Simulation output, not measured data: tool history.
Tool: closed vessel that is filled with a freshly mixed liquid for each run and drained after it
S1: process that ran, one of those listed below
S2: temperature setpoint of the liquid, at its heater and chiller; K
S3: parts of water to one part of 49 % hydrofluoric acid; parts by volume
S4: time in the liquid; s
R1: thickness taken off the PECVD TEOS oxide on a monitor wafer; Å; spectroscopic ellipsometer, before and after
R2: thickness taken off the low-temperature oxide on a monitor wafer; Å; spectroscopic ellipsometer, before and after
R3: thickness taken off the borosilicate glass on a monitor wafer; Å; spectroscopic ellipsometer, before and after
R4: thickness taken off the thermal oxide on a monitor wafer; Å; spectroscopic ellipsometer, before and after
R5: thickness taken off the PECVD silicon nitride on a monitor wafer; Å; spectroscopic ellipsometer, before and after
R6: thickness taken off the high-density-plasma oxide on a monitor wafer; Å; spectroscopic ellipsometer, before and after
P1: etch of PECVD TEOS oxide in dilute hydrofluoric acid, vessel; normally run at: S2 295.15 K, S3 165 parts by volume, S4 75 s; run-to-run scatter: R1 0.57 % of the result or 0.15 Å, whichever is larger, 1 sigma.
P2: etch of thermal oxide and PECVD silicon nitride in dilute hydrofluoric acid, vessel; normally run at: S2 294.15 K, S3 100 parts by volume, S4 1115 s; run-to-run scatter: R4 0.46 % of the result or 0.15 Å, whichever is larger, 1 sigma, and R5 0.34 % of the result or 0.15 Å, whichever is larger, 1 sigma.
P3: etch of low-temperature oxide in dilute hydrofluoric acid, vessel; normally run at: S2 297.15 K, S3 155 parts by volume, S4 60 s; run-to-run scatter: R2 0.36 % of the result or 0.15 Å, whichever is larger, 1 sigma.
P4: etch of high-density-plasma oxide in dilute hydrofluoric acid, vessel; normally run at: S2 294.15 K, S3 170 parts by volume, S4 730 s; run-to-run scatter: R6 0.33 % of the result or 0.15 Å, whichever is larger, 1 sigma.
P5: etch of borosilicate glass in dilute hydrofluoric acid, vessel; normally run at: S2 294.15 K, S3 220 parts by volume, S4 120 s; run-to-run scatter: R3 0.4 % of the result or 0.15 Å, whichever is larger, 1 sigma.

run,day,S1,S2,S3,S4,R1,R2,R3,R4,R5,R6
1,0.529,P1,295.15,165,75,55.101,,,,,
2,0.862,P3,302.15,155,60,,106.05,,,,
3,1.321,P1,295.15,30,75,356.19,,,,,
4,1.708,P1,295.15,165,35,25.542,,,,,
5,2.079,P1,295.15,165,75,55.405,,,,,
6,2.504,P5,294.15,220,215,,,273.11,,,
7,2.804,P1,290.15,285,75,23.553,,,,,
8,3.383,P2,294.15,100,1115,,,,488.27,223.68,
9,3.842,P1,295.15,165,130,96.247,,,,,
10,4.333,P1,295.15,165,75,54.602,,,,,
11,4.796,P4,294.15,170,730,,,,,,182.45
12,5.171,P2,294.15,100,1790,,,,784.23,360.25,
13,5.704,P1,295.15,165,75,55.026,,,,,
14,6.279,P5,290.15,220,120,,,130.34,,,
15,6.892,P4,294.15,170,730,,,,,,181.68
16,7.542,P1,291.15,165,75,47.685,,,,,
17,8.083,P3,297.15,155,30,,44.075,,,,
18,8.633,P4,294.15,170,275,,,,,,69.026
19,8.942,P1,295.15,225,75,38.039,,,,,
20,9.438,P3,297.15,155,60,,88.352,,,,
21,9.988,P2,294.15,60,1115,,,,852.16,367.32,
22,10.567,P5,294.15,55,120,,,725.77,,,
23,11.221,P1,300.15,165,75,66.743,,,,,
24,11.517,P1,295.15,165,75,55.191,,,,,
# day 11.579: hydrofluoric acid flow meter replaced
25,12.079,P2,294.15,100,1115,,,,485.43,224.43,
26,12.4,P4,294.15,40,730,,,,,,898.27

Forecast run 27:
27,12.796,P5,294.15,220,120,,,?,,,

R3: 152.25 Å
